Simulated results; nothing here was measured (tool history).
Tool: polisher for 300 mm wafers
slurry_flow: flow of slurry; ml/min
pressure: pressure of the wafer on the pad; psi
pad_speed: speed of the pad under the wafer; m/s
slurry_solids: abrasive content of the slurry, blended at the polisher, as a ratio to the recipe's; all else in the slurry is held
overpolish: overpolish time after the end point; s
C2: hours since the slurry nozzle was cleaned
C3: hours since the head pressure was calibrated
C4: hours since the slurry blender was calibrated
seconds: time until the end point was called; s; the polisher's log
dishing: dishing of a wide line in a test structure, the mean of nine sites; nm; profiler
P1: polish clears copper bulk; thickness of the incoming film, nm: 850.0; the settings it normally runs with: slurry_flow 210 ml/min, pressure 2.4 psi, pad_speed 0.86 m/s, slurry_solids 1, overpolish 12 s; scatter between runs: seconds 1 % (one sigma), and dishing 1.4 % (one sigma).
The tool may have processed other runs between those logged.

{"run": 1, "hour": 7.7, "slurry_flow": 210, "pressure": 2.4, "pad_speed": 0.86, "slurry_solids": 1, "overpolish": 12, "wafers polished on this pad": 390, "C2": 380.9, "C3": 489.2, "C4": 163.6, "seconds": 118.33, "dishing": 16.832}
{"run": 2, "hour": 12.0, "slurry_flow": 210, "pressure": 2.4, "pad_speed": 0.86, "slurry_solids": 1, "overpolish": 12, "wafers polished on this pad": 435, "C2": 385.2, "C3": 493.5, "C4": 167.9, "seconds": 118.25, "dishing": 17.185}
{"run": 3, "hour": 17.4, "slurry_flow": 310, "pressure": 2.4, "pad_speed": 0.86, "slurry_solids": 1, "overpolish": 12, "wafers polished on this pad": 492, "C2": 390.6, "C3": 498.9, "C4": 173.3, "seconds": 113.73, "dishing": 17.336}
{"run": 4, "hour": 25.9, "slurry_flow": 210, "pressure": 2.4, "pad_speed": 0.86, "slurry_solids": 1, "overpolish": 18, "wafers polished on this pad": 582, "C2": 399.1, "C3": 507.4, "C4": 181.8, "seconds": 117.8, "dishing": 17.448}
{"run": 5, "hour": 33.7, "slurry_flow": 210, "pressure": 2.4, "pad_speed": 0.86, "slurry_solids": 1.2, "overpolish": 12, "wafers polished on this pad": 664, "C2": 406.9, "C3": 515.2, "C4": 189.6, "seconds": 114.41, "dishing": 17.156}
{"run": 6, "hour": 42.0, "slurry_flow": 210, "pressure": 2.4, "pad_speed": 1.3, "slurry_solids": 1, "overpolish": 12, "wafers polished on this pad": 751, "C2": 415.2, "C3": 523.5, "C4": 197.9, "seconds": 77.658, "dishing": 17.659}
{"run": 7, "hour": 47.4, "slurry_flow": 210, "pressure": 2.4, "pad_speed": 0.86, "slurry_solids": 1, "overpolish": 12, "wafers polished on this pad": 808, "C2": 420.6, "C3": 528.9, "C4": 203.3, "seconds": 117.07, "dishing": 17.573}
{"run": 8, "hour": 56.5, "slurry_flow": 210, "pressure": 2.4, "pad_speed": 0.62, "slurry_solids": 1, "overpolish": 12, "wafers polished on this pad": 904, "C2": 429.7, "C3": 538, "C4": 212.4, "seconds": 167.76, "dishing": 16.357}
{"run": 9, "hour": 65.9, "slurry_flow": 210, "pressure": 3.4, "pad_speed": 0.86, "slurry_solids": 1, "overpolish": 12, "wafers polished on this pad": 1003, "C2": 439.1, "C3": 547.4, "C4": 221.8, "seconds": 84.342, "dishing": 17.805}
{"run": 10, "hour": 72.5, "slurry_flow": 210, "pressure": 2.4, "pad_speed": 0.86, "slurry_solids": 1, "overpolish": 12, "wafers polished on this pad": 1072, "C2": 445.7, "C3": 554, "C4": 228.4, "seconds": 117.41, "dishing": 17.661}
{"run": 11, "hour": 79.2, "slurry_flow": 210, "pressure": 2.4, "pad_speed": 0.86, "slurry_solids": 0.55, "overpolish": 12, "wafers polished on this pad": 1143, "C2": 452.4, "C3": 560.7, "C4": 235.1, "seconds": 131.8, "dishing": 17.024}
{"run": 12, "hour": 83.9, "slurry_flow": 210, "pressure": 2.4, "pad_speed": 0.86, "slurry_solids": 1, "overpolish": 5, "wafers polished on this pad": 1192, "C2": 457.1, "C3": 565.4, "C4": 239.8, "seconds": 119.57, "dishing": 13.894}
{"hour": 85.3, "done": "slurry nozzle cleaned"}
{"run": 13, "hour": 90.4, "slurry_flow": 125, "pressure": 2.4, "pad_speed": 0.86, "slurry_solids": 1, "overpolish": 12, "wafers polished on this pad": 1261, "C2": 5.1, "C3": 571.9, "C4": 246.3, "seconds": 126.87, "dishing": 16.783}
{"run": 14, "hour": 100.1, "slurry_flow": 210, "pressure": 2.4, "pad_speed": 0.86, "slurry_solids": 1, "overpolish": 12, "wafers polished on this pad": 1363, "C2": 14.8, "C3": 581.6, "C4": 256, "seconds": 117.04, "dishing": 16.938}
{"run": 15, "hour": 105.0, "slurry_flow": 210, "pressure": 2.4, "pad_speed": 1.32, "slurry_solids": 1, "overpolish": 5, "wafers polished on this pad": 1414, "C2": 19.7, "C3": 586.5, "C4": 260.9, "seconds": 77.229, "dishing": 15.884}
{"run": 16, "hour": 110.1, "slurry_flow": 210, "pressure": 1.6, "pad_speed": 0.86, "slurry_solids": 1, "overpolish": 12, "wafers polished on this pad": 1468, "C2": 24.8, "C3": 591.6, "C4": 266, "seconds": 179.06, "dishing": 15.593}
{"run": 17, "hour": 117.6, "slurry_flow": 125, "pressure": 2.4, "pad_speed": 0.86, "slurry_solids": 1.3, "overpolish": 12, "wafers polished on this pad": 1547, "C2": 32.3, "C3": 599.1, "C4": 273.5, "seconds": 122.94, "dishing": 16.856}

The next listed run, before its measurement:
{"run": 18, "hour": 122.5, "slurry_flow": 210, "pressure": 2.4, "pad_speed": 0.86, "slurry_solids": 1, "overpolish": 12, "wafers polished on this pad": 1598, "C2": 37.2, "C3": 604, "C4": 278.4, "seconds": "?", "dishing": "?"}

seconds: 115.7 s
dishing: 17.211 nm
